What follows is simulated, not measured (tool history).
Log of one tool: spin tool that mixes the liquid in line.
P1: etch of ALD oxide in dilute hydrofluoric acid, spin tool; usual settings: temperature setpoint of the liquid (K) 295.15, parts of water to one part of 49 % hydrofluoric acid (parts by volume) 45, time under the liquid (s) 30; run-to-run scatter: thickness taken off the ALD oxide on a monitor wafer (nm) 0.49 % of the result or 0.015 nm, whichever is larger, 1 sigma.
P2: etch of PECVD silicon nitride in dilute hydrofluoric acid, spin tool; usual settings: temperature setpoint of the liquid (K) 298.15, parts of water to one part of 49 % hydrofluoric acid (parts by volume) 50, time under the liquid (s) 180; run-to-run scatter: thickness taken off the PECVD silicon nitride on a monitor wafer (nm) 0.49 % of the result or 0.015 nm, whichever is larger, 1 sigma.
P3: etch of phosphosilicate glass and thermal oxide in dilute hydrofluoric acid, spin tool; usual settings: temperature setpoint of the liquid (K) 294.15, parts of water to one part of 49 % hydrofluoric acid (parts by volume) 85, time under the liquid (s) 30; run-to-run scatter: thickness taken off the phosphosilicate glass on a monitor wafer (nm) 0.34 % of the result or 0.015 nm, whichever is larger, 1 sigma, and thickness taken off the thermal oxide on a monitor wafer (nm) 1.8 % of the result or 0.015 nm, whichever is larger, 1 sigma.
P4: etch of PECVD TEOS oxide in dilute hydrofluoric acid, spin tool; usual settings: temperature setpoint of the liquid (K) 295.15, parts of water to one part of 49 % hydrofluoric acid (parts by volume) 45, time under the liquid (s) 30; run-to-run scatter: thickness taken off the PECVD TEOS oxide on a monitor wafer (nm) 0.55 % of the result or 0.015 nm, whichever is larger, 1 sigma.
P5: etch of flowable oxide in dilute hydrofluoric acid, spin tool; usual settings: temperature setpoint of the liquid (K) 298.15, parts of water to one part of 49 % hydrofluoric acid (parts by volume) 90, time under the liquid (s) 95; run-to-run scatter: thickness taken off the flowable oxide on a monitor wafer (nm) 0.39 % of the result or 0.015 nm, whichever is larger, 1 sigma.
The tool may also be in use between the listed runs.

run	hour	process that ran	temperature setpoint of the liquid (K)	parts of water to one part of 49 % hydrofluoric acid (parts by volume)	time under the liquid (s)	thickness taken off the ALD oxide on a monitor wafer (nm)	thickness taken off the flowable oxide on a monitor wafer (nm)	thickness taken off the PECVD silicon nitride on a monitor wafer (nm)	thickness taken off the phosphosilicate glass on a monitor wafer (nm)	thickness taken off the thermal oxide on a monitor wafer (nm)	thickness taken off the PECVD TEOS oxide on a monitor wafer (nm)
1	11.2	P1	295.15	45	30	13.812					
2	23.1	P1	295.15	45	30	13.981					
3	36.5	P5	298.15	90	95		34.537				
4	49.7	P2	302.65	50	180			9.0042			
5	59.9	P2	298.15	50	180			6.6674			
6	67.6	P3	294.15	120	30				27.152	1.0271	
7	77.2	P1	295.15	45	30	13.934					
8	89.7	P3	294.15	85	30				39.904	1.4778	
9	100.9	P3	294.15	85	15				19.933	0.75331	
10	109.1	P1	300.15	45	30	17.053					
11	118	P3	298.15	85	30				46.76	1.7309	
12	126.2	P2	298.15	25	180			13.154			
13	134.8	P4	290.65	45	30						14.843
14	148.3	P5	298.15	90	160		58.36				
15	159	P5	298.15	90	95		34.776				
16	167.4	P1	290.15	45	30	11.201					
17	175.5	P1	295.15	20	30	32.666					
18	181.7	P4	295.15	45	15						8.9782
19	194.6	P1	295.15	45	30	13.902					
20	200.8	P3	294.15	85	30				40.013	1.523	
21	211.8	P1	295.15	45	15	6.9366					
22	221.5	P1	295.15	65	30	9.4741					
23	229	P1	295.15	45	60	27.986					
24	241.1	P1	295.15	45	30	13.896					
25	249.9	P1	295.15	45	30	13.894					
26	260.8	P5	298.15	50	95		65.292				
27	273.4	P4	295.15	70	30						11.216
28	281.2	P4	295.15	45	30						18.078
29	292.8	P1	295.15	75	15	3.9955					
30	301.4	P5	291.15	90	95		25.999				
31	309.5	P2	298.15	50	70			2.5943			
32	316.2	P1	295.15	45	30	13.959					
33	326.4	P1	295.15	45	30	14.277					
34	340.4	P1	295.15	45	30	14.64					
35	348.4	P1	295.15	45	30	14.625					
36	355.7	P1	295.15	45	30	14.793					
37	369	P1	295.15	45	30	14.909					
38	379.1	P1	295.15	45	30	15.037					
39	387	P1	295.15	45	30	14.965					
40	396.9	P1	295.15	45	30	14.987					
41	406.7	P1	295.15	45	30	15.093					
42	419.5	P1	295.15	45	30	14.978					
43	431	P1	295.15	45	30	15.062					

What P1 gives has crept away from where it was. These 2 causes fit the log equally well, each at the size given:
A: hydrofluoric acid flow above the setpoint (%) = 7.95
B: liquid hotter than its thermometer reads (K) = 1.94
The creep began at about hour 316.2.

4 check runs are offered, one wafer each, their results left as question marks. Which one tells the causes apart?
check 1	442.5	P2	298.15	50	180			?			
check 2	442.5	P4	295.15	45	30						?
check 3	442.5	P3	294.15	85	30				?	?	
check 4	442.5	P5	298.15	90	95		?				

What each check would give under each cause:
check	result	if A	if B
check 1	thickness taken off the PECVD silicon nitride on a monitor wafer (nm)	7.1816	7.5803
check 2	thickness taken off the PECVD TEOS oxide on a monitor wafer (nm)	19.559	19.563
check 3	thickness taken off the phosphosilicate glass on a monitor wafer (nm)	43.372	43.166
check 3	thickness taken off the thermal oxide on a monitor wafer (nm)	1.6251	1.6173
check 4	thickness taken off the flowable oxide on a monitor wafer (nm)	37.619	37.283
How far apart the two closest causes lie, in the result that separates them most: check 1 5.4 %; check 2 0.02 %; check 3 0.48 %; check 4 0.9 %
Only check 1 tells the causes apart: in the others they would give nearly the same result.

Check 1 was then run and gave: thickness taken off the PECVD silicon nitride on a monitor wafer (nm) 7.6123. Which cause is it?

It is B: liquid hotter than its thermometer reads (K).
